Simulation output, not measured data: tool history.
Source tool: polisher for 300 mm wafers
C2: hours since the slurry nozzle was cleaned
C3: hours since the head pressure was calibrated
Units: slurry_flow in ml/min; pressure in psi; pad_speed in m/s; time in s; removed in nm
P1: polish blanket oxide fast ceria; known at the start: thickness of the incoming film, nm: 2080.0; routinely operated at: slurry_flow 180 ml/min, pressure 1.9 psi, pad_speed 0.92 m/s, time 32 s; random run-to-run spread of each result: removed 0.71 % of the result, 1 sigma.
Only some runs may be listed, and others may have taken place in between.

{"run": 1, "hour": 9.3, "slurry_flow": 180, "pressure": 1.9, "pad_speed": 0.92, "time": 32, "wafers polished on this pad": 426, "C2": 161.0, "C3": 207.7, "removed": 359.24}
{"run": 2, "hour": 21.9, "slurry_flow": 180, "pressure": 1.9, "pad_speed": 0.92, "time": 32, "wafers polished on this pad": 535, "C2": 173.6, "C3": 220.3, "removed": 361.58}
{"run": 3, "hour": 32.0, "slurry_flow": 180, "pressure": 1.9, "pad_speed": 0.92, "time": 32, "wafers polished on this pad": 622, "C2": 183.7, "C3": 230.4, "removed": 366.93}
{"run": 4, "hour": 40.3, "slurry_flow": 180, "pressure": 1.9, "pad_speed": 0.92, "time": 32, "wafers polished on this pad": 694, "C2": 192.0, "C3": 238.7, "removed": 365.86}
{"run": 5, "hour": 49.2, "slurry_flow": 180, "pressure": 1.9, "pad_speed": 0.92, "time": 19, "wafers polished on this pad": 771, "C2": 200.9, "C3": 247.6, "removed": 212.76}
{"run": 6, "hour": 59.2, "slurry_flow": 110, "pressure": 1.9, "pad_speed": 0.92, "time": 32, "wafers polished on this pad": 858, "C2": 210.9, "C3": 257.6, "removed": 326.82}
{"run": 7, "hour": 68.5, "slurry_flow": 180, "pressure": 2.8, "pad_speed": 0.92, "time": 32, "wafers polished on this pad": 938, "C2": 220.2, "C3": 266.9, "removed": 530.93}
{"run": 8, "hour": 81.1, "slurry_flow": 180, "pressure": 1.9, "pad_speed": 0.92, "time": 32, "wafers polished on this pad": 1047, "C2": 232.8, "C3": 279.5, "removed": 359.93}
{"run": 9, "hour": 93.5, "slurry_flow": 180, "pressure": 1.9, "pad_speed": 0.42, "time": 32, "wafers polished on this pad": 1155, "C2": 245.2, "C3": 291.9, "removed": 166.21}
{"run": 10, "hour": 104.4, "slurry_flow": 230, "pressure": 1.9, "pad_speed": 0.92, "time": 32, "wafers polished on this pad": 1249, "C2": 256.1, "C3": 302.8, "removed": 373.5}
{"run": 11, "hour": 115.4, "slurry_flow": 110, "pressure": 2.4, "pad_speed": 0.92, "time": 32, "wafers polished on this pad": 1344, "C2": 267.1, "C3": 313.8, "removed": 418.78}
{"run": 12, "hour": 125.2, "slurry_flow": 180, "pressure": 0.9, "pad_speed": 0.92, "time": 32, "wafers polished on this pad": 1429, "C2": 276.9, "C3": 323.6, "removed": 170.64}
{"run": 13, "hour": 134.1, "slurry_flow": 180, "pressure": 1.9, "pad_speed": 0.92, "time": 32, "wafers polished on this pad": 1506, "C2": 285.8, "C3": 332.5, "removed": 360.13}
{"hour": 142.0, "done": "slurry nozzle cleaned"}
{"run": 14, "hour": 146.4, "slurry_flow": 180, "pressure": 1.9, "pad_speed": 1.28, "time": 32, "wafers polished on this pad": 1612, "C2": 4.4, "C3": 344.8, "removed": 505.61}
{"run": 15, "hour": 158.3, "slurry_flow": 180, "pressure": 1.9, "pad_speed": 0.92, "time": 50, "wafers polished on this pad": 1715, "C2": 16.3, "C3": 356.7, "removed": 566.65}
{"run": 16, "hour": 164.9, "slurry_flow": 180, "pressure": 1.9, "pad_speed": 0.92, "time": 32, "wafers polished on this pad": 1772, "C2": 22.9, "C3": 363.3, "removed": 359.07}
{"run": 17, "hour": 171.4, "slurry_flow": 180, "pressure": 1.9, "pad_speed": 0.92, "time": 32, "wafers polished on this pad": 1829, "C2": 29.4, "C3": 369.8, "removed": 348.55}
{"run": 18, "hour": 182.6, "slurry_flow": 180, "pressure": 1.9, "pad_speed": 0.92, "time": 32, "wafers polished on this pad": 1926, "C2": 40.6, "C3": 381.0, "removed": 336.56}
{"run": 19, "hour": 192.0, "slurry_flow": 180, "pressure": 1.9, "pad_speed": 0.92, "time": 32, "wafers polished on this pad": 2007, "C2": 50.0, "C3": 390.4, "removed": 335.84}
{"run": 20, "hour": 199.4, "slurry_flow": 180, "pressure": 1.9, "pad_speed": 0.92, "time": 32, "wafers polished on this pad": 2071, "C2": 57.4, "C3": 397.8, "removed": 332.51}
{"hour": 201.4, "done": "worn pad replaced by a new one"}
{"run": 21, "hour": 209.6, "slurry_flow": 180, "pressure": 1.9, "pad_speed": 0.92, "time": 32, "wafers polished on this pad": 71, "C2": 67.6, "C3": 408.0, "removed": 327.67}
{"run": 22, "hour": 216.8, "slurry_flow": 180, "pressure": 1.9, "pad_speed": 0.92, "time": 32, "wafers polished on this pad": 133, "C2": 74.8, "C3": 415.2, "removed": 331.58}

The log shows P1 creeping away from where it was. Any of the 2 causes listed here, at the size stated for it, fits the log just as well as the others:
A: head's pressure below its setpoint, % = 8.76
B: slurry flow missing at the pad, % = 39.1
Creep in the process output first set in at about hour 164.9.
What rules out each remaining cause:
removal rate lost through wear of the pad, %: serviced at hour 201.4, after the drift had started, without restoring the earlier output

The check runs listed below each take one wafer, and their results are still question marks. Under which run would the listed causes lead to clearly different results?
{"run": "check 1", "hour": 224.0, "slurry_flow": 110, "pressure": 0.9, "pad_speed": 0.92, "time": 32, "removed": "?"}
{"run": "check 2", "hour": 224.0, "slurry_flow": 180, "pressure": 2.7, "pad_speed": 0.42, "time": 32, "removed": "?"}
{"run": "check 3", "hour": 224.0, "slurry_flow": 180, "pressure": 1.9, "pad_speed": 0.48, "time": 46, "removed": "?"}
{"run": "check 4", "hour": 224.0, "slurry_flow": 180, "pressure": 0.9, "pad_speed": 0.5, "time": 32, "removed": "?"}

How each check would come out, cause by cause:
check=check_1 result=removed if_A=142.600 if_B=135.580
check=check_2 result=removed if_A=213.890 if_B=213.880
check=check_3 result=removed if_A=247.270 if_B=247.260
check=check_4 result=removed if_A=84.877 if_B=84.873
Smallest distance between any two causes, each pair judged by its most separating result, in per cent: check 1 5.05 %; check 2 0 %; check 3 0 %; check 4 0 %
Only in check 1 would the causes give clearly different results; in the remaining checks their results would be nearly the same.

Check 1 was carried out, with these results: removed 142.600 nm. Which of the listed causes is responsible?

The cause is A: head's pressure below its setpoint, %.

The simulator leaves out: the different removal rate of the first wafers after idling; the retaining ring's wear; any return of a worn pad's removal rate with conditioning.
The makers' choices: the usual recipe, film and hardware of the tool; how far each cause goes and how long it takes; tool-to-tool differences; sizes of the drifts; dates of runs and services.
